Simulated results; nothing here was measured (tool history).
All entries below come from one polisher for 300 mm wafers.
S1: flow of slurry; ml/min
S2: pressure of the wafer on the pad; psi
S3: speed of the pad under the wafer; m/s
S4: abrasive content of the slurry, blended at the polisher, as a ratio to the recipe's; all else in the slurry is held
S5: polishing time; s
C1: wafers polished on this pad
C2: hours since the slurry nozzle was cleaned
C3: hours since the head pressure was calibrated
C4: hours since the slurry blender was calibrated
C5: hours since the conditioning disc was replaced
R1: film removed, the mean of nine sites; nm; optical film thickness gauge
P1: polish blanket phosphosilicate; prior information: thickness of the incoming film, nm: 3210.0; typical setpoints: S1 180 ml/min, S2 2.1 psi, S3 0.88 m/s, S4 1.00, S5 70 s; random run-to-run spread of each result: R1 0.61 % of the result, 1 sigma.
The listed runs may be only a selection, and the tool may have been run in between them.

run,hour,S1,S2,S3,S4,S5,C1,C2,C3,C4,C5,R1
1,5.4,180,2.1,0.88,1.00,70,267,183.0,368.7,150.7,155.2,293.87
2,9.4,180,2.1,0.88,0.55,70,297,187.0,372.7,154.7,159.2,213.17
3,13.0,180,2.1,0.44,1.00,70,324,190.6,376.3,158.3,162.8,167.36
4,18.1,180,2.1,0.88,1.00,70,362,195.7,381.4,163.4,167.9,294.03
# hour 20.5: slurry blender recalibrated
5,21.3,255,2.1,0.88,1.00,70,386,198.9,384.6,0.8,171.1,301.98
6,25.3,180,2.1,0.88,1.00,110,416,202.9,388.6,4.8,175.1,464.29
7,28.2,180,2.1,1.10,1.00,70,437,205.8,391.5,7.7,178.0,349.63
8,33.9,180,2.6,0.88,1.00,70,480,211.5,397.2,13.4,183.7,360.04
9,37.6,180,2.1,0.88,1.35,70,507,215.2,400.9,17.1,187.4,334.84
10,40.5,180,2.1,0.88,1.00,70,529,218.1,403.8,20.0,190.3,291.03
11,44.1,110,2.1,0.88,1.00,106,556,221.7,407.4,23.6,193.9,402.76
12,47.9,180,1.5,1.28,1.00,70,584,225.5,411.2,27.4,197.7,283.22
13,50.7,180,2.1,0.88,1.00,70,605,228.3,414.0,30.2,200.5,294.62
14,56.0,180,1.0,0.88,1.00,70,645,233.6,419.3,35.5,205.8,138.69
15,61.8,180,2.1,0.88,1.00,70,688,239.4,425.1,41.3,211.6,290.03
16,66.9,180,2.1,0.88,1.00,34,726,244.5,430.2,46.4,216.7,141.86
17,69.6,180,2.1,0.88,1.00,70,746,247.2,432.9,49.1,219.4,293.78
18,74.0,180,2.1,0.88,1.00,70,779,251.6,437.3,53.5,223.8,292.65
19,77.1,180,2.1,0.88,1.30,45,802,254.7,440.4,56.6,226.9,206.78
20,80.2,110,2.1,0.88,1.00,70,825,257.8,443.5,59.7,230.0,266.38
21,83.7,180,2.1,0.88,1.00,70,851,261.3,447.0,63.2,233.5,292.75
22,86.6,180,2.1,0.88,1.00,70,873,264.2,449.9,66.1,236.4,289.31
23,91.9,180,2.1,0.88,1.00,70,912,269.5,455.2,71.4,241.7,278.21
24,95.9,180,2.1,0.88,1.00,70,942,273.5,459.2,75.4,245.7,275.32
25,99.8,180,2.1,0.88,1.00,70,971,277.4,463.1,79.3,249.6,272.57
26,104.4,180,2.1,0.88,1.00,70,1006,282.0,467.7,83.9,254.2,273.04

Forecast run 27:
# hour 105.3: slurry nozzle cleaned
27,107.4,180,2.1,0.88,1.00,70,1028,2.2,470.7,86.9,257.2,?

Run 27 produced R1 269.35 nm.
